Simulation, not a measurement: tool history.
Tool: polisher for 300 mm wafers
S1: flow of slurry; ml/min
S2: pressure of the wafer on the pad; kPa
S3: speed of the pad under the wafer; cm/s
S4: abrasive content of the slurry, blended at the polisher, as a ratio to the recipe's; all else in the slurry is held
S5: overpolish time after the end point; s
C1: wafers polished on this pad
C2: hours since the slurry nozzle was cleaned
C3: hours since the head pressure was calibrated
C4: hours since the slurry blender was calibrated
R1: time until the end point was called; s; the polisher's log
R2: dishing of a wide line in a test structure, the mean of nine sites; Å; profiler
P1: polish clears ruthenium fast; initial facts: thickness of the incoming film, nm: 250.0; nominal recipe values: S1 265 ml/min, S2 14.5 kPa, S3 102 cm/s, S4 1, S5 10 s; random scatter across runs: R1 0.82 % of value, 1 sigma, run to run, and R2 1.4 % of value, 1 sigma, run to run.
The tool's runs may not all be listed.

run 1 hour=12 | S1=265 S2=14.5 S3=102 S4=1 S5=10 | C1=369 C2=215.5 C3=1043.3 C4=209.5 | R1=65.836 R2=298.39
run 2 hour=22.8 | S1=265 S2=14.5 S3=102 S4=0.55 S5=10 | C1=464 C2=226.3 C3=1054.1 C4=220.3 | R1=90.545 R2=227.18
run 3 hour=35 | S1=265 S2=21.4 S3=102 S4=1 S5=10 | C1=571 C2=238.5 C3=1066.3 C4=232.5 | R1=45.472 R2=422.07
run 4 hour=50.2 | S1=265 S2=14.5 S3=102 S4=1 S5=10 | C1=704 C2=253.7 C3=1081.5 C4=247.7 | R1=66.599 R2=305.37
run 5 hour=64.2 | S1=375 S2=14.5 S3=102 S4=1 S5=10 | C1=827 C2=267.7 C3=1095.5 C4=261.7 | R1=64.984 R2=310.79
run 6 hour=74.8 | S1=265 S2=14.5 S3=148 S4=1 S5=10 | C1=920 C2=278.3 C3=1106.1 C4=272.3 | R1=45.901 R2=420.91
run 7 hour=83.9 | S1=265 S2=14.5 S3=102 S4=1 S5=3 | C1=999 C2=287.4 C3=1115.2 C4=281.4 | R1=66.574 R2=97.385
run 8 hour=97.2 | S1=160 S2=14.5 S3=102 S4=1 S5=10 | C1=1116 C2=300.7 C3=1128.5 C4=294.7 | R1=71.693 R2=287.71
run 9 hour=110.4 | S1=265 S2=6.2 S3=102 S4=1 S5=10 | C1=1232 C2=313.9 C3=1141.7 C4=307.9 | R1=155.24 R2=140.55
run 10 hour=118.9 | S1=160 S2=14.5 S3=158 S4=1 S5=10 | C1=1306 C2=322.4 C3=1150.2 C4=316.4 | R1=45.917 R2=411.21
run 11 hour=131.9 | S1=265 S2=14.5 S3=102 S4=1 S5=10 | C1=1420 C2=335.4 C3=1163.2 C4=329.4 | R1=66.925 R2=306.37
run 12 hour=143.2 | S1=265 S2=14.5 S3=102 S4=1 S5=10 | C1=1519 C2=346.7 C3=1174.5 C4=340.7 | R1=67.676 R2=293.91
run 13 hour=153.4 | S1=265 S2=14.5 S3=102 S4=1.45 S5=10 | C1=1609 C2=356.9 C3=1184.7 C4=350.9 | R1=56.607 R2=345.94
run 14 hour=169.4 | S1=265 S2=14.5 S3=58 S4=1 S5=10 | C1=1749 C2=372.9 C3=1200.7 C4=366.9 | R1=118.43 R2=178.21
run 15 hour=180 | S1=265 S2=14.5 S3=102 S4=1 S5=10 | C1=1842 C2=383.5 C3=1211.3 C4=377.5 | R1=66.77 R2=303.84
run 16 hour=195.1 | S1=265 S2=14.5 S3=102 S4=1 S5=10 | C1=1974 C2=398.6 C3=1226.4 C4=392.6 | R1=65.978 R2=301.51
run 17 hour=207 | S1=265 S2=14.5 S3=102 S4=1 S5=18 | C1=2079 C2=410.5 C3=1238.3 C4=404.5 | R1=65.277 R2=492.05
run 18 hour=216.9 | S1=265 S2=14.5 S3=102 S4=1 S5=10 | C1=2166 C2=420.4 C3=1248.2 C4=414.4 | R1=66.494 R2=303.17
run 19 hour=234.3 | S1=265 S2=14.5 S3=102 S4=1 S5=10 | C1=2318 C2=437.8 C3=1265.6 C4=431.8 | R1=66.596 R2=297.16
run 20 hour=245.7 | S1=265 S2=14.5 S3=102 S4=1 S5=10 | C1=2418 C2=449.2 C3=1277 C4=443.2 | R1=68.148 R2=296.4
run 21 hour=256.6 | S1=265 S2=14.5 S3=102 S4=1 S5=10 | C1=2514 C2=460.1 C3=1287.9 C4=454.1 | R1=70.701 R2=279.4
run 22 hour=272.6 | S1=265 S2=14.5 S3=102 S4=1 S5=10 | C1=2654 C2=476.1 C3=1303.9 C4=470.1 | R1=72.757 R2=280.77
-- hour=278.9 head pressure recalibrated
run 23 hour=290.1 | S1=265 S2=14.5 S3=102 S4=1 S5=10 | C1=2807 C2=493.6 C3=11.2 C4=487.6 | R1=72.755 R2=271.84
run 24 hour=301.9 | S1=265 S2=14.5 S3=102 S4=1 S5=10 | C1=2911 C2=505.4 C3=23 C4=499.4 | R1=74.156 R2=276.64
-- hour=308.5 slurry nozzle cleaned
run 25 hour=317.4 | S1=265 S2=14.5 S3=102 S4=1 S5=10 | C1=3047 C2=9 C3=38.5 C4=514.9 | R1=74.376 R2=282.09
run 26 hour=329.3 | S1=265 S2=14.5 S3=102 S4=1 S5=10 | C1=3151 C2=20.9 C3=50.4 C4=526.8 | R1=74.7 R2=273.91
run 27 hour=345.2 | S1=265 S2=14.5 S3=102 S4=1 S5=10 | C1=3290 C2=36.8 C3=66.3 C4=542.7 | R1=74.116 R2=271.26

The log shows P1 creeping away from where it was. Any of the 2 causes listed here, at the size stated for it, fits the log just as well as the others:
A: abrasive missing from the slurry, % = 20.6
B: removal rate lost through wear of the pad, % = 10.5
The onset of the drift is placed at about hour 234.3.
What rules out each remaining cause:
slurry flow missing at the pad, %: maintenance at hour 308.5, after the shift began, did not return the process to its former output
head's pressure below its setpoint, %: maintenance at hour 278.9, after the shift began, did not return the process to its former output

Below are 4 check runs, each averaged over 3 wafers, with their results shown as question marks. Which of them would give clearly different results depending on which cause is behind the drift?
run check 1 hour=361.1 | S1=195 S2=14.5 S3=102 S4=1 S5=3 | R1=? R2=?
run check 2 hour=361.1 | S1=265 S2=11 S3=102 S4=0.55 S5=10 | R1=? R2=?
run check 3 hour=361.1 | S1=265 S2=20 S3=102 S4=1 S5=18 | R1=? R2=?
run check 4 hour=361.1 | S1=265 S2=7.6 S3=102 S4=1 S5=4 | R1=? R2=?

If the cause were each of the candidates in turn, the checks would give the following:
check=check_1 result=R1 if_A=77.336 if_B=77.294
check=check_1 result=R2 if_A=85.366 if_B=85.411
check=check_2 result=R1 if_A=138.99 if_B=134.31
check=check_2 result=R2 if_A=154.16 if_B=159.22
check=check_3 result=R1 if_A=54.042 if_B=54.013
check=check_3 result=R2 if_A=583.42 if_B=583.66
check=check_4 result=R1 if_A=142.47 if_B=142.4
check=check_4 result=R2 if_A=62.321 if_B=62.355
Gap, in per cent, between the two causes that each check separates least, read from the result that separates them most: check 1 0.05 %; check 2 3.43 %; check 3 0.05 %; check 4 0.05 %
Only in check 2 would the causes give clearly different results; in the remaining checks their results would be nearly the same.

The results of check 2 are: R1 134.81 s; R2 156.71 Å. Based on these, which of the listed causes is it?

It is B: removal rate lost through wear of the pad, %.

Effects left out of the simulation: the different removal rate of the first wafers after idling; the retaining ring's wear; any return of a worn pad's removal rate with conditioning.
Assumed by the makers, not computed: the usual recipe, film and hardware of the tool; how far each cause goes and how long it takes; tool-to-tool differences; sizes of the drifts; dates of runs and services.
